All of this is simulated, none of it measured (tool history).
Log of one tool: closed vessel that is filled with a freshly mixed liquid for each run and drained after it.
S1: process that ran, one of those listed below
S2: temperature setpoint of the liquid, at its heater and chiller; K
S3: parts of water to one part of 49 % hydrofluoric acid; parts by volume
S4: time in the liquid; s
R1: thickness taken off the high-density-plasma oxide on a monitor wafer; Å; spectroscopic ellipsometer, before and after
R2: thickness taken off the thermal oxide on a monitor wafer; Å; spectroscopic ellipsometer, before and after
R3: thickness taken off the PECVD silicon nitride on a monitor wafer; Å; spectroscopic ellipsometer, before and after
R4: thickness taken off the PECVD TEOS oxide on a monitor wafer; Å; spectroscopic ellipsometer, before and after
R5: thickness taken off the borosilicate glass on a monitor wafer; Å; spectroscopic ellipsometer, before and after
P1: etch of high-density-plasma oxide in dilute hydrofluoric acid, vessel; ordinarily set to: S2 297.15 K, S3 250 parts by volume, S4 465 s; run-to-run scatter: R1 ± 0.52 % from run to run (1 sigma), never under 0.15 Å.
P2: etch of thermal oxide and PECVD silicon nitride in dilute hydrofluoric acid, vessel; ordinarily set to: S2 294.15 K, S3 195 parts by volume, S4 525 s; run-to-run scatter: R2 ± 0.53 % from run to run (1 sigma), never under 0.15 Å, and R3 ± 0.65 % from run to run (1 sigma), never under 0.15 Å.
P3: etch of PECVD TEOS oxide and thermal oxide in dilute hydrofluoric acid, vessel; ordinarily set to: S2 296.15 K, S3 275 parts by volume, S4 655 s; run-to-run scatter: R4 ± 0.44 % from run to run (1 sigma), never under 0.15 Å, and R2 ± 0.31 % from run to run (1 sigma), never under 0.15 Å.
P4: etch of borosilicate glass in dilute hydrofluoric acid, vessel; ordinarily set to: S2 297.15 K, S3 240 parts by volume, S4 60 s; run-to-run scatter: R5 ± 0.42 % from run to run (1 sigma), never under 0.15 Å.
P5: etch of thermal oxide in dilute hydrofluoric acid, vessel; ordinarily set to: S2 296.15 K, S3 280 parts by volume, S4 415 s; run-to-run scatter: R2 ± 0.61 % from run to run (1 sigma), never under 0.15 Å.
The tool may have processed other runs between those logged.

run   hour  S1      S2   S3   S4        R1       R2      R3       R4       R5
  1    3.6  P1  297.15  250  465   151.510
  2    8.1  P1  297.15  250  465   152.430
  3   11.2  P1  302.15  250  465   177.410
  4   14.0  P5  304.15  280  415             75.999
  5   16.7  P1  297.15  250  465   149.780
  6   20.7  P2  294.15  195  525            115.340  46.992
  7   24.7  P3  296.15  275  655             85.647          271.340
  8   28.6  P1  297.15  440  465    71.685
  9   32.0  P3  296.15  275  135             17.405           56.078
 10   35.3  P1  290.65  105  465   326.640
 11   39.6  P5  296.15  280  185             25.318
 12   43.9  P1  297.15  250  710   230.650
 13   46.3  P3  302.15  275  655            105.280          332.650
 14   48.7  P4  304.65  240   60                                      116.940
 15   50.9  P3  296.15  475  655             41.350          131.370
 16   53.9  P1  297.15  250   70    22.775
 17   57.7  P1  297.15  250  465   151.620
 18   61.8  P2  294.15  345  525             56.037  27.087
 19   66.2  P1  291.15  250  465   121.470
 20   69.3  P2  294.15  195  525            116.420  47.486
 21   72.2  P1  303.65  125  465   443.520
 22   74.2  P1  297.15  250  465   150.470
 23   77.6  P5  296.15  170  415            107.410
 24   79.9  P1  297.15   45  465  1066.600
 25   84.3  P1  301.15  250  720   268.540
 26   88.7  P4  297.15  240   60                                       91.252
 27   93.1  P4  297.15  430   60                                       42.257
 28   96.5  P3  296.15  275  655             85.497          271.050
 29   98.9  P5  296.15  280  415             57.848
 30  102.6  P2  294.15  195  815            178.690  73.622
 31  105.4  P1  297.15  250  465   150.870
 32  109.7  P4  297.15  240   30                                       45.078
 33  112.3  P1  297.15  250  465   151.850
 34  115.2  P2  290.15  195  525             98.111  36.260
 35  118.2  P1  297.15  250  465   151.240
 36  120.7  P1  297.15  250  465   146.980
 37  123.3  P1  297.15  250  465   147.010
 38  125.3  P1  297.15  250  465   144.810
 39  128.6  P1  297.15  250  465   145.730
 40  131.8  P1  297.15  250  465   143.930
 41  135.4  P1  297.15  250  465   142.680
 42  139.0  P1  297.15  250  465   143.910

P1 no longer gives what it gave before; its output has crept away from where it was. The following 2 causes, each at its listed size, fit the log equally well:
A: liquid colder than its thermometer reads (K) = 1.44
B: hydrofluoric acid flow below the setpoint (%) = 4.04
The creep began at about hour 118.2.

Consider the 4 single-wafer check runs listed below, results given as question marks: which one distinguishes between the causes by giving clearly different results for each?
check 1  142.6  P5  303.65  280  210       ?
check 2  142.6  P4  297.15  430   30                   ?
check 3  142.6  P3  296.15  460  305       ?       ?
check 4  142.6  P2  294.15  195  735       ?   ?

If the cause were each of the candidates in turn, the checks would give the following:
  check  result     if A     if B
check 1      R2   36.020   35.754
check 2      R5   20.070   19.871
check 3      R2   19.190   18.991
check 3      R4   60.939   60.308
check 4      R2  152.080  153.010
check 4      R3   60.202   63.553
Per-check spread between the two closest causes, in the result where they differ most: check 1 0.74 %; check 2 0.99 %; check 3 1.04 %; check 4 5.42 %
Only in check 4 would the causes give clearly different results; in the remaining checks their results would be nearly the same.

Running check 4 produced the following: R2 152.160 Å; R3 63.531 Å. Which one of the listed causes fits?

B is the cause: hydrofluoric acid flow below the setpoint (%).
